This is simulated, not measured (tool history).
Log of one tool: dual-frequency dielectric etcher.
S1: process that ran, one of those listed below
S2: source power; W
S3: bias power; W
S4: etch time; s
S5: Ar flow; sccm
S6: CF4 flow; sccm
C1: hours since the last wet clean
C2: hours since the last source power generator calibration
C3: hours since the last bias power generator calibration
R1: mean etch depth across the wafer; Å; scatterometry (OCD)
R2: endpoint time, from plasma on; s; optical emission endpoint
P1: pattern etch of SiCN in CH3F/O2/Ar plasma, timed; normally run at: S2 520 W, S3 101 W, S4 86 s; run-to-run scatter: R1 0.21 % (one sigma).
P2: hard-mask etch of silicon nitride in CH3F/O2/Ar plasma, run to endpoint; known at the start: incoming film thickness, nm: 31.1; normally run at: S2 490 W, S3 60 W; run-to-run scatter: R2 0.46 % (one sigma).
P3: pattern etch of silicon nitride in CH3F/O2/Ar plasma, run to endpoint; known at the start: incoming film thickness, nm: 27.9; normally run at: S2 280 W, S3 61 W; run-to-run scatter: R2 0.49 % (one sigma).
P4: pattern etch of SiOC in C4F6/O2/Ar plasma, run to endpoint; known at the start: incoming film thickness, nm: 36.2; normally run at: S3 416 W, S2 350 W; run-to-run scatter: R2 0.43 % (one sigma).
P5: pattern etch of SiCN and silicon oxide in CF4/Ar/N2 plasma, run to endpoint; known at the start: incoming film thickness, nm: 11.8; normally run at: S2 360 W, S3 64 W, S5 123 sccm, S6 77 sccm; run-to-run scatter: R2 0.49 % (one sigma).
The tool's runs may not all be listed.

run 1 hour=11.1 | S1=P1 S2=520 S3=101 S4=86 | C1=146.2 C2=1406.2 C3=458.9 | R1=395.17
run 2 hour=15.9 | S1=P3 S2=280 S3=61 | C1=151.0 C2=1411.0 C3=463.7 | R2=48.396
run 3 hour=23.6 | S1=P3 S2=280 S3=86 | C1=158.7 C2=1418.7 C3=471.4 | R2=43.072
run 4 hour=32.1 | S1=P1 S2=520 S3=71 S4=86 | C1=167.2 C2=1427.2 C3=479.9 | R1=349.48
run 5 hour=42.6 | S1=P1 S2=520 S3=101 S4=86 | C1=177.7 C2=1437.7 C3=490.4 | R1=395.49
run 6 hour=51.3 | S1=P4 S2=350 S3=416 | C1=186.4 C2=1446.4 C3=499.1 | R2=13.714
run 7 hour=60.9 | S1=P1 S2=520 S3=101 S4=57 | C1=196.0 C2=1456.0 C3=508.7 | R1=262.43
run 8 hour=67.0 | S1=P1 S2=520 S3=130 S4=86 | C1=202.1 C2=1462.1 C3=514.8 | R1=434.63
run 9 hour=72.4 | S1=P1 S2=520 S3=101 S4=86 | C1=207.5 C2=1467.5 C3=520.2 | R1=395.70
run 10 hour=80.3 | S1=P2 S2=370 S3=60 | C1=215.4 C2=1475.4 C3=528.1 | R2=50.330
-- hour=84.6 bias power generator calibrated
run 11 hour=87.9 | S1=P2 S2=490 S3=84 | C1=223.0 C2=1483.0 C3=3.4 | R2=39.832
run 12 hour=95.4 | S1=P1 S2=650 S3=101 S4=110 | C1=230.5 C2=1490.5 C3=10.9 | R1=549.15
run 13 hour=106.1 | S1=P4 S2=350 S3=416 | C1=241.2 C2=1501.2 C3=21.6 | R2=13.609
run 14 hour=113.8 | S1=P4 S2=350 S3=244 | C1=248.9 C2=1508.9 C3=29.3 | R2=16.585
run 15 hour=123.6 | S1=P5 S2=360 S3=64 S5=78 S6=77 | C1=258.7 C2=1518.7 C3=39.1 | R2=16.898
run 16 hour=129.1 | S1=P5 S2=360 S3=80 S5=123 S6=77 | C1=264.2 C2=1524.2 C3=44.6 | R2=16.667
run 17 hour=134.7 | S1=P3 S2=350 S3=61 | C1=269.8 C2=1529.8 C3=50.2 | R2=44.526
run 18 hour=141.3 | S1=P1 S2=520 S3=101 S4=107 | C1=276.4 C2=1536.4 C3=56.8 | R1=492.59
run 19 hour=146.8 | S1=P5 S2=360 S3=64 S5=123 S6=77 | C1=281.9 C2=1541.9 C3=62.3 | R2=18.024
run 20 hour=155.1 | S1=P2 S2=490 S3=60 | C1=290.2 C2=1550.2 C3=70.6 | R2=44.519
run 21 hour=163.3 | S1=P1 S2=520 S3=101 S4=86 | C1=298.4 C2=1558.4 C3=78.8 | R1=396.87
run 22 hour=171.6 | S1=P1 S2=520 S3=101 S4=86 | C1=306.7 C2=1566.7 C3=87.1 | R1=397.18
run 23 hour=177.8 | S1=P1 S2=660 S3=101 S4=86 | C1=312.9 C2=1572.9 C3=93.3 | R1=432.27
run 24 hour=188.6 | S1=P3 S2=280 S3=61 | C1=323.7 C2=1583.7 C3=104.1 | R2=48.863
run 25 hour=199.4 | S1=P1 S2=320 S3=101 S4=86 | C1=334.5 C2=1594.5 C3=114.9 | R1=331.99
run 26 hour=210.1 | S1=P4 S2=200 S3=416 | C1=345.2 C2=1605.2 C3=125.6 | R2=16.885
run 27 hour=216.5 | S1=P5 S2=220 S3=64 S5=123 S6=77 | C1=351.6 C2=1611.6 C3=132.0 | R2=27.781
run 28 hour=227.0 | S1=P5 S2=360 S3=64 S5=123 S6=57 | C1=362.1 C2=1622.1 C3=142.5 | R2=18.906
run 29 hour=237.6 | S1=P1 S2=520 S3=101 S4=86 | C1=372.7 C2=1632.7 C3=153.1 | R1=396.38
run 30 hour=244.6 | S1=P1 S2=520 S3=101 S4=86 | C1=379.7 C2=1639.7 C3=160.1 | R1=398.72
run 31 hour=250.6 | S1=P1 S2=520 S3=101 S4=86 | C1=385.7 C2=1645.7 C3=166.1 | R1=399.26
run 32 hour=257.1 | S1=P1 S2=520 S3=101 S4=86 | C1=392.2 C2=1652.2 C3=172.6 | R1=401.16
-- hour=262.2 wet clean of the chamber
run 33 hour=265.0 | S1=P1 S2=520 S3=101 S4=86 | C1=2.9 C2=1660.1 C3=180.5 | R1=402.63
run 34 hour=275.4 | S1=P1 S2=520 S3=101 S4=86 | C1=13.3 C2=1670.5 C3=190.9 | R1=402.19
run 35 hour=285.6 | S1=P1 S2=520 S3=101 S4=86 | C1=23.5 C2=1680.7 C3=201.1 | R1=404.09
run 36 hour=293.7 | S1=P1 S2=520 S3=101 S4=86 | C1=31.6 C2=1688.8 C3=209.2 | R1=402.98

What P1 gives has crept away from where it was. These 2 causes fit the log equally well, each at the size given:
A: bias power that arrives over what is set, % = 4.87
B: source power that arrives over what is set, % = 4.9
The creep began at about hour 237.6.
Why every other cause is out:
chamber walls in a state that raises the etch rate, %: serviced at hour 262.2, which brought nothing back

4 check runs are offered, each on 2 wafers whose results are averaged, their results left as question marks. Which one tells the causes apart?
run check 1 hour=301.8 | S1=P2 S2=490 S3=83 | R2=?
run check 2 hour=301.8 | S1=P3 S2=280 S3=82 | R2=?
run check 3 hour=301.8 | S1=P5 S2=230 S3=64 S5=123 S6=77 | R2=?
run check 4 hour=301.8 | S1=P4 S2=210 S3=416 | R2=?

What each check would give under each cause:
check=check_1 result=R2 if_A=39.547 if_B=39.491
check=check_2 result=R2 if_A=42.878 if_B=42.852
check=check_3 result=R2 if_A=26.407 if_B=25.750
check=check_4 result=R2 if_A=16.224 if_B=16.229
How far apart the two closest causes lie, in the result that separates them most: check 1 0.14 %; check 2 0.06 %; check 3 2.52 %; check 4 0.03 %
Only check 3 tells the causes apart: in the others they would give nearly the same result.

Then check 3 was run and gave: R2 26.380 s. Which cause is it?

It is A: bias power that arrives over what is set, %.

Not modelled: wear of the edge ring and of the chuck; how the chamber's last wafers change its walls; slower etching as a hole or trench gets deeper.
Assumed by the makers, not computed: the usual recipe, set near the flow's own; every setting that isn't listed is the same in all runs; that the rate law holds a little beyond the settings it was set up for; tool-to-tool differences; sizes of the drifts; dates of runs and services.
